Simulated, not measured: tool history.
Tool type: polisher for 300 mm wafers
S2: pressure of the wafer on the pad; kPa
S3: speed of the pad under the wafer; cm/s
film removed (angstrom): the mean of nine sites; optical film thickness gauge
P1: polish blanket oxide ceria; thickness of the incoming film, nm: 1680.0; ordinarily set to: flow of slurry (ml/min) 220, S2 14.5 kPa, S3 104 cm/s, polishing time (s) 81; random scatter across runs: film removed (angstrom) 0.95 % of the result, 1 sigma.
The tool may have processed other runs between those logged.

run 1 hour=7.8 | flow_of_slurry_(ml/min)=220 S2=14.5 S3=104 polishing_time_(s)=81 | film_removed_(angstrom)=2259.6
run 2 hour=12.4 | flow_of_slurry_(ml/min)=220 S2=14.5 S3=48 polishing_time_(s)=81 | film_removed_(angstrom)=1024.8
run 3 hour=21.8 | flow_of_slurry_(ml/min)=220 S2=8.3 S3=48 polishing_time_(s)=81 | film_removed_(angstrom)=591.8
run 4 hour=28.0 | flow_of_slurry_(ml/min)=285 S2=14.5 S3=104 polishing_time_(s)=81 | film_removed_(angstrom)=2308.5
run 5 hour=32.4 | flow_of_slurry_(ml/min)=220 S2=14.5 S3=104 polishing_time_(s)=81 | film_removed_(angstrom)=2188.5
run 6 hour=38.1 | flow_of_slurry_(ml/min)=220 S2=14.5 S3=104 polishing_time_(s)=124 | film_removed_(angstrom)=3364.0
run 7 hour=47.1 | flow_of_slurry_(ml/min)=220 S2=14.5 S3=104 polishing_time_(s)=81 | film_removed_(angstrom)=2204.6
run 8 hour=56.5 | flow_of_slurry_(ml/min)=220 S2=14.5 S3=104 polishing_time_(s)=81 | film_removed_(angstrom)=2215.4
run 9 hour=61.6 | flow_of_slurry_(ml/min)=130 S2=14.5 S3=104 polishing_time_(s)=81 | film_removed_(angstrom)=2088.6
run 10 hour=68.3 | flow_of_slurry_(ml/min)=220 S2=14.5 S3=104 polishing_time_(s)=43 | film_removed_(angstrom)=1178.4
run 11 hour=74.6 | flow_of_slurry_(ml/min)=220 S2=14.5 S3=104 polishing_time_(s)=81 | film_removed_(angstrom)=2235.5
run 12 hour=81.4 | flow_of_slurry_(ml/min)=220 S2=20.7 S3=104 polishing_time_(s)=81 | film_removed_(angstrom)=3199.8
run 13 hour=89.7 | flow_of_slurry_(ml/min)=220 S2=14.5 S3=140 polishing_time_(s)=81 | film_removed_(angstrom)=3000.9
run 14 hour=98.4 | flow_of_slurry_(ml/min)=220 S2=14.5 S3=66 polishing_time_(s)=118 | film_removed_(angstrom)=2065.2
run 15 hour=106.2 | flow_of_slurry_(ml/min)=220 S2=7.6 S3=104 polishing_time_(s)=81 | film_removed_(angstrom)=1179.3
run 16 hour=113.9 | flow_of_slurry_(ml/min)=220 S2=14.5 S3=104 polishing_time_(s)=81 | film_removed_(angstrom)=2264.5
run 17 hour=120.1 | flow_of_slurry_(ml/min)=220 S2=14.5 S3=104 polishing_time_(s)=81 | film_removed_(angstrom)=2220.6
run 18 hour=126.9 | flow_of_slurry_(ml/min)=220 S2=14.5 S3=104 polishing_time_(s)=81 | film_removed_(angstrom)=2178.4
run 19 hour=132.2 | flow_of_slurry_(ml/min)=220 S2=14.5 S3=104 polishing_time_(s)=81 | film_removed_(angstrom)=2174.2
run 20 hour=139.1 | flow_of_slurry_(ml/min)=220 S2=14.5 S3=104 polishing_time_(s)=81 | film_removed_(angstrom)=2150.7
run 21 hour=146.5 | flow_of_slurry_(ml/min)=220 S2=14.5 S3=104 polishing_time_(s)=81 | film_removed_(angstrom)=2107.8
run 22 hour=155.4 | flow_of_slurry_(ml/min)=220 S2=14.5 S3=104 polishing_time_(s)=81 | film_removed_(angstrom)=2090.6
-- hour=162.1 head pressure recalibrated
run 23 hour=164.5 | flow_of_slurry_(ml/min)=220 S2=14.5 S3=104 polishing_time_(s)=81 | film_removed_(angstrom)=2101.5
run 24 hour=173.3 | flow_of_slurry_(ml/min)=220 S2=14.5 S3=104 polishing_time_(s)=81 | film_removed_(angstrom)=2076.9
run 25 hour=178.3 | flow_of_slurry_(ml/min)=220 S2=14.5 S3=104 polishing_time_(s)=81 | film_removed_(angstrom)=2075.6
run 26 hour=188.3 | flow_of_slurry_(ml/min)=220 S2=14.5 S3=104 polishing_time_(s)=81 | film_removed_(angstrom)=2070.5
run 27 hour=192.7 | flow_of_slurry_(ml/min)=220 S2=14.5 S3=104 polishing_time_(s)=81 | film_removed_(angstrom)=2085.4

P1 has crept away from where it was. The log is fitted equally well by each of these 2 causes, at the sizes shown:
A: removal rate lost through wear of the pad, % = 6.29
B: slurry flow missing at the pad, % = 35.4
The drift started at roughly hour 113.9.
Each remaining cause and why it is not a fit:
head's pressure below its setpoint, %: serviced at hour 162.1, after the change had begun; the process did not return to its earlier output

Which of the 4 check runs listed below, each an average over 5 wafers with its results shown as question marks, gives clearly different results under the different listed causes?
run check 1 hour=197.1 | flow_of_slurry_(ml/min)=220 S2=14.5 S3=126 polishing_time_(s)=81 | film_removed_(angstrom)=?
run check 2 hour=197.1 | flow_of_slurry_(ml/min)=220 S2=11.7 S3=54 polishing_time_(s)=81 | film_removed_(angstrom)=?
run check 3 hour=197.1 | flow_of_slurry_(ml/min)=220 S2=17.9 S3=104 polishing_time_(s)=81 | film_removed_(angstrom)=?
run check 4 hour=197.1 | flow_of_slurry_(ml/min)=145 S2=14.5 S3=104 polishing_time_(s)=121 | film_removed_(angstrom)=?

Expected result of each check under each candidate cause:
check=check_1 result=film_removed_(angstrom) if_A=2533.70 if_B=2533.40
check=check_2 result=film_removed_(angstrom) if_A=879.03 if_B=878.95
check=check_3 result=film_removed_(angstrom) if_A=2589.20 if_B=2589.00
check=check_4 result=film_removed_(angstrom) if_A=2937.80 if_B=2849.90
Separation of the two closest causes in each check, using whichever result separates them best: check 1 0.01 %; check 2 0.01 %; check 3 0.01 %; check 4 3.04 %
Of the check runs offered, only check 4 discriminates between the causes; the rest would read about the same regardless of which cause applies.

Running check 4 produced the following: film removed (angstrom) 2859.40. Which one of the listed causes fits?

It was cause B: slurry flow missing at the pad, %.
